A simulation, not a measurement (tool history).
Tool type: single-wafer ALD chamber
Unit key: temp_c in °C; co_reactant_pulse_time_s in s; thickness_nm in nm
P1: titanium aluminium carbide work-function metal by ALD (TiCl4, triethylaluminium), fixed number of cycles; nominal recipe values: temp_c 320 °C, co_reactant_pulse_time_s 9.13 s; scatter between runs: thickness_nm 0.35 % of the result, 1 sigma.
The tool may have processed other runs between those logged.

run,hour,temp_c,co_reactant_pulse_time_s,thickness_nm
1,4.5,320,9.13,2.2115
2,8.4,296,9.13,1.9952
3,13.2,341,4.74,2.0166
4,19.6,320,9.13,2.1956
5,24.3,320,9.13,2.2024
6,30.3,320,9.13,2.2124
7,35.6,320,9.13,2.2063
8,38.7,320,12.79,2.2767
9,44.8,342,9.13,2.4216
10,51.2,320,9.13,2.1924

Run 11 has not been measured yet. What should we expect?
11,54.1,303,4.73,?

{"run 11": {"thickness_nm": 1.7227}}
